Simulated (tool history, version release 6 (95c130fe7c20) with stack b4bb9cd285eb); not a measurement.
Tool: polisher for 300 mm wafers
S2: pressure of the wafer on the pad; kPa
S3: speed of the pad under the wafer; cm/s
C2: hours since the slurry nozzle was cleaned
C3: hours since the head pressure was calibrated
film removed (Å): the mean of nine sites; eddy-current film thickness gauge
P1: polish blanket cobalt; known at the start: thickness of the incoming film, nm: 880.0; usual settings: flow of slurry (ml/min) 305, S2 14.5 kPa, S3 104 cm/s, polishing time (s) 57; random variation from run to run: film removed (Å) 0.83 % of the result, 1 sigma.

run 1 day=0.325 | flow_of_slurry_(ml/min)=305 S2=14.5 S3=104 polishing_time_(s)=57 | wafers_polished_on_this_pad=394 C2=159.8 C3=64.6 | film_removed_(Å)=3211.0
run 2 day=0.733 | flow_of_slurry_(ml/min)=305 S2=14.5 S3=104 polishing_time_(s)=87 | wafers_polished_on_this_pad=549 C2=169.6 C3=74.4 | film_removed_(Å)=5004.2
run 3 day=1.217 | flow_of_slurry_(ml/min)=305 S2=14.5 S3=138 polishing_time_(s)=57 | wafers_polished_on_this_pad=733 C2=181.2 C3=86.0 | film_removed_(Å)=4359.8
-- day=1.538 slurry nozzle cleaned
run 4 day=1.688 | flow_of_slurry_(ml/min)=305 S2=14.5 S3=104 polishing_time_(s)=57 | wafers_polished_on_this_pad=912 C2=3.7 C3=97.3 | film_removed_(Å)=3289.3
run 5 day=2.054 | flow_of_slurry_(ml/min)=305 S2=20.0 S3=104 polishing_time_(s)=57 | wafers_polished_on_this_pad=1052 C2=12.5 C3=106.1 | film_removed_(Å)=4552.2
run 6 day=2.396 | flow_of_slurry_(ml/min)=305 S2=14.5 S3=104 polishing_time_(s)=57 | wafers_polished_on_this_pad=1182 C2=20.7 C3=114.3 | film_removed_(Å)=3268.2
run 7 day=2.992 | flow_of_slurry_(ml/min)=305 S2=14.5 S3=104 polishing_time_(s)=27 | wafers_polished_on_this_pad=1409 C2=35.0 C3=128.6 | film_removed_(Å)=1553.1
run 8 day=3.367 | flow_of_slurry_(ml/min)=440 S2=14.5 S3=104 polishing_time_(s)=88 | wafers_polished_on_this_pad=1552 C2=44.0 C3=137.6 | film_removed_(Å)=5195.6
run 9 day=3.675 | flow_of_slurry_(ml/min)=305 S2=9.0 S3=104 polishing_time_(s)=57 | wafers_polished_on_this_pad=1669 C2=51.4 C3=145.0 | film_removed_(Å)=2016.1
run 10 day=4.079 | flow_of_slurry_(ml/min)=305 S2=14.5 S3=104 polishing_time_(s)=57 | wafers_polished_on_this_pad=1823 C2=61.1 C3=154.7 | film_removed_(Å)=3258.7
run 11 day=4.633 | flow_of_slurry_(ml/min)=305 S2=14.5 S3=104 polishing_time_(s)=57 | wafers_polished_on_this_pad=2034 C2=74.4 C3=168.0 | film_removed_(Å)=3300.8
run 12 day=4.933 | flow_of_slurry_(ml/min)=465 S2=14.5 S3=104 polishing_time_(s)=57 | wafers_polished_on_this_pad=2149 C2=81.6 C3=175.2 | film_removed_(Å)=3400.0
run 13 day=5.492 | flow_of_slurry_(ml/min)=305 S2=14.5 S3=46 polishing_time_(s)=57 | wafers_polished_on_this_pad=2361 C2=95.0 C3=188.6 | film_removed_(Å)=1466.9
run 14 day=6.129 | flow_of_slurry_(ml/min)=305 S2=14.5 S3=104 polishing_time_(s)=57 | wafers_polished_on_this_pad=2604 C2=110.3 C3=203.9 | film_removed_(Å)=3286.2
run 15 day=6.658 | flow_of_slurry_(ml/min)=185 S2=14.5 S3=104 polishing_time_(s)=57 | wafers_polished_on_this_pad=2805 C2=123.0 C3=216.6 | film_removed_(Å)=3103.5
run 16 day=7.142 | flow_of_slurry_(ml/min)=305 S2=14.5 S3=104 polishing_time_(s)=57 | wafers_polished_on_this_pad=2990 C2=134.6 C3=228.2 | film_removed_(Å)=3302.6
run 17 day=7.596 | flow_of_slurry_(ml/min)=305 S2=14.5 S3=104 polishing_time_(s)=57 | wafers_polished_on_this_pad=3163 C2=145.5 C3=239.1 | film_removed_(Å)=3286.5
run 18 day=7.929 | flow_of_slurry_(ml/min)=305 S2=14.5 S3=104 polishing_time_(s)=57 | wafers_polished_on_this_pad=3289 C2=153.5 C3=247.1 | film_removed_(Å)=3205.2
run 19 day=8.525 | flow_of_slurry_(ml/min)=305 S2=14.5 S3=104 polishing_time_(s)=57 | wafers_polished_on_this_pad=3516 C2=167.8 C3=261.4 | film_removed_(Å)=3165.7
run 20 day=9.058 | flow_of_slurry_(ml/min)=305 S2=14.5 S3=104 polishing_time_(s)=57 | wafers_polished_on_this_pad=3719 C2=180.6 C3=274.2 | film_removed_(Å)=3155.9
run 21 day=9.475 | flow_of_slurry_(ml/min)=305 S2=14.5 S3=104 polishing_time_(s)=57 | wafers_polished_on_this_pad=3878 C2=190.6 C3=284.2 | film_removed_(Å)=3130.9
run 22 day=9.792 | flow_of_slurry_(ml/min)=305 S2=14.5 S3=104 polishing_time_(s)=57 | wafers_polished_on_this_pad=3999 C2=198.2 C3=291.8 | film_removed_(Å)=3163.7
run 23 day=10.071 | flow_of_slurry_(ml/min)=305 S2=14.5 S3=104 polishing_time_(s)=57 | wafers_polished_on_this_pad=4105 C2=204.9 C3=298.5 | film_removed_(Å)=3136.1
-- day=10.150 worn pad replaced by a new one
run 24 day=10.633 | flow_of_slurry_(ml/min)=305 S2=14.5 S3=104 polishing_time_(s)=57 | wafers_polished_on_this_pad=184 C2=218.4 C3=312.0 | film_removed_(Å)=3104.9
run 25 day=11.262 | flow_of_slurry_(ml/min)=305 S2=14.5 S3=104 polishing_time_(s)=57 | wafers_polished_on_this_pad=423 C2=233.5 C3=327.1 | film_removed_(Å)=3123.5
run 26 day=11.717 | flow_of_slurry_(ml/min)=305 S2=14.5 S3=104 polishing_time_(s)=57 | wafers_polished_on_this_pad=596 C2=244.4 C3=338.0 | film_removed_(Å)=3116.1
run 27 day=12.042 | flow_of_slurry_(ml/min)=305 S2=14.5 S3=104 polishing_time_(s)=57 | wafers_polished_on_this_pad=720 C2=252.2 C3=345.8 | film_removed_(Å)=3114.3

What P1 gives has crept away from where it was. These 2 causes fit the log equally well, each at the size given:
A: head's pressure below its setpoint, % = 5.07
B: slurry flow missing at the pad, % = 37.5
The creep began at about day 7.596.
Why every other cause is out:
removal rate lost through wear of the pad, %: serviced at day 10.150, which brought nothing back

4 check runs are offered, each on 5 wafers whose results are averaged, their results left as question marks. Which one tells the causes apart?
run check 1 day=12.367 | flow_of_slurry_(ml/min)=185 S2=14.5 S3=62 polishing_time_(s)=57 | film_removed_(Å)=?
run check 2 day=12.367 | flow_of_slurry_(ml/min)=305 S2=9.7 S3=104 polishing_time_(s)=86 | film_removed_(Å)=?
run check 3 day=12.367 | flow_of_slurry_(ml/min)=305 S2=11.7 S3=104 polishing_time_(s)=57 | film_removed_(Å)=?
run check 4 day=12.367 | flow_of_slurry_(ml/min)=305 S2=19.3 S3=104 polishing_time_(s)=46 | film_removed_(Å)=?

What each check would give under each cause:
check=check_1 result=film_removed_(Å) if_A=1754.3 if_B=1700.8
check=check_2 result=film_removed_(Å) if_A=3130.8 if_B=3130.9
check=check_3 result=film_removed_(Å) if_A=2519.7 if_B=2519.8
check=check_4 result=film_removed_(Å) if_A=3349.3 if_B=3349.4
How far apart the two closest causes lie, in the result that separates them most: check 1 3.1 %; check 2 0 %; check 3 0 %; check 4 0 %
Check 1 tells the causes apart: in the others they would give nearly the same result.

Check 1 was then run and gave: film removed (Å) 1764.0. Which cause is it?

It is A: head's pressure below its setpoint, %.
